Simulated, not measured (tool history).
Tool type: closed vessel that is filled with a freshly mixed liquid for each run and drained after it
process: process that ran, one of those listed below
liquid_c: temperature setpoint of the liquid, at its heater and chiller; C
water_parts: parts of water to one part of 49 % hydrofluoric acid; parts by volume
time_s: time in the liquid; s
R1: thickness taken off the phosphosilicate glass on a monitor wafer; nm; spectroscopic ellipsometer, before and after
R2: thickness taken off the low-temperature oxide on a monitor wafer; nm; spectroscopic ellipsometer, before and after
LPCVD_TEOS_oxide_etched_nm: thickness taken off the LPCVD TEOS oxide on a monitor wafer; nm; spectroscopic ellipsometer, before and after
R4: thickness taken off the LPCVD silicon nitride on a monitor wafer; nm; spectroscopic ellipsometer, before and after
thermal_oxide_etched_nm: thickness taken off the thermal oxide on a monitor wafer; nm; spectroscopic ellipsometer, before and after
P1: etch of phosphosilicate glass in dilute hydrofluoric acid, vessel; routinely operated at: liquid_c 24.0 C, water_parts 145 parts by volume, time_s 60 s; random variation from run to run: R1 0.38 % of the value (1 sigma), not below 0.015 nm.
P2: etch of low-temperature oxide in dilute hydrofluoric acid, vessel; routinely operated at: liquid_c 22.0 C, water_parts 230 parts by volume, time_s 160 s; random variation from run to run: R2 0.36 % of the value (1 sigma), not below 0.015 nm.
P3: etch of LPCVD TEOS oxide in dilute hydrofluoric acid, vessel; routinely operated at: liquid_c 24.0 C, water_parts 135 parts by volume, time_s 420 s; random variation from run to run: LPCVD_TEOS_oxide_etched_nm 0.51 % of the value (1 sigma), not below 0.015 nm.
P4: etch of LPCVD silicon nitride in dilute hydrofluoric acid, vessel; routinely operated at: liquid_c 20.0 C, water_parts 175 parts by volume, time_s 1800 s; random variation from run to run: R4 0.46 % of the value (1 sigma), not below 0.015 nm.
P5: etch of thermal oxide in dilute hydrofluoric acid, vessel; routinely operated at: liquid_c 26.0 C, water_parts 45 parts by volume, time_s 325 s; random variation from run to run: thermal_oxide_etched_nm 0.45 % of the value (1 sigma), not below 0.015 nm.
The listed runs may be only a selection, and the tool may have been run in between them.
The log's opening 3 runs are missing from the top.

Run 4, hour 13.1: process P1, liquid_c 24.0 C, water_parts 145 parts by volume, time_s 110 s. Result: R1 110.660 nm.
Run 5, hour 16.9: process P1, liquid_c 30.5 C, water_parts 145 parts by volume, time_s 90 s. Result: R1 114.800 nm.
Run 6, hour 18.9: process P4, liquid_c 20.0 C, water_parts 175 parts by volume, time_s 3110 s. Result: R4 7.9375 nm.
Run 7, hour 20.8: process P2, liquid_c 22.0 C, water_parts 230 parts by volume, time_s 160 s. Result: R2 5.8227 nm.
Run 8, hour 23.4: process P5, liquid_c 26.0 C, water_parts 65 parts by volume, time_s 325 s. Result: thermal_oxide_etched_nm 28.589 nm.
Run 9, hour 26.3: process P4, liquid_c 20.0 C, water_parts 75 parts by volume, time_s 1800 s. Result: R4 10.5350 nm.
Run 10, hour 30.0: process P1, liquid_c 19.5 C, water_parts 145 parts by volume, time_s 110 s. Result: R1 93.440 nm.
Run 11, hour 32.4: process P1, liquid_c 24.0 C, water_parts 145 parts by volume, time_s 60 s. Result: R1 60.315 nm.
Run 12, hour 35.2: process P5, liquid_c 31.5 C, water_parts 45 parts by volume, time_s 325 s. Result: thermal_oxide_etched_nm 52.392 nm.
Run 13, hour 38.5: process P5, liquid_c 26.0 C, water_parts 45 parts by volume, time_s 100 s. Result: thermal_oxide_etched_nm 12.907 nm.
Run 14, hour 41.0: process P3, liquid_c 31.0 C, water_parts 135 parts by volume, time_s 420 s. Result: LPCVD_TEOS_oxide_etched_nm 64.524 nm.
Run 15, hour 43.0: process P5, liquid_c 26.0 C, water_parts 45 parts by volume, time_s 325 s. Result: thermal_oxide_etched_nm 41.807 nm.
Run 16, hour 45.7: process P1, liquid_c 24.0 C, water_parts 85 parts by volume, time_s 60 s. Result: R1 110.890 nm.
Run 17, hour 48.9: process P3, liquid_c 24.0 C, water_parts 135 parts by volume, time_s 695 s. Result: LPCVD_TEOS_oxide_etched_nm 82.665 nm.
Run 18, hour 51.0: process P1, liquid_c 24.0 C, water_parts 145 parts by volume, time_s 60 s. Result: R1 60.556 nm.
Run 19, hour 54.0: process P2, liquid_c 22.0 C, water_parts 50 parts by volume, time_s 160 s. Result: R2 32.7980 nm.
Run 20, hour 57.6: process P1, liquid_c 28.5 C, water_parts 145 parts by volume, time_s 60 s. Result: R1 71.739 nm.
Run 21, hour 60.2: process P4, liquid_c 20.0 C, water_parts 175 parts by volume, time_s 1800 s. Result: R4 4.5963 nm.
Run 22, hour 63.2: process P3, liquid_c 24.0 C, water_parts 50 parts by volume, time_s 420 s. Result: LPCVD_TEOS_oxide_etched_nm 149.790 nm.

Predict the results of run 23:
At hour 66.0: thermometer replaced.
Run 23, hour 66.5: process P1, liquid_c 24.0 C, water_parts 145 parts by volume, time_s 60 s. Result: R1 ?.

{"run 23": {"R1": 60.715}}
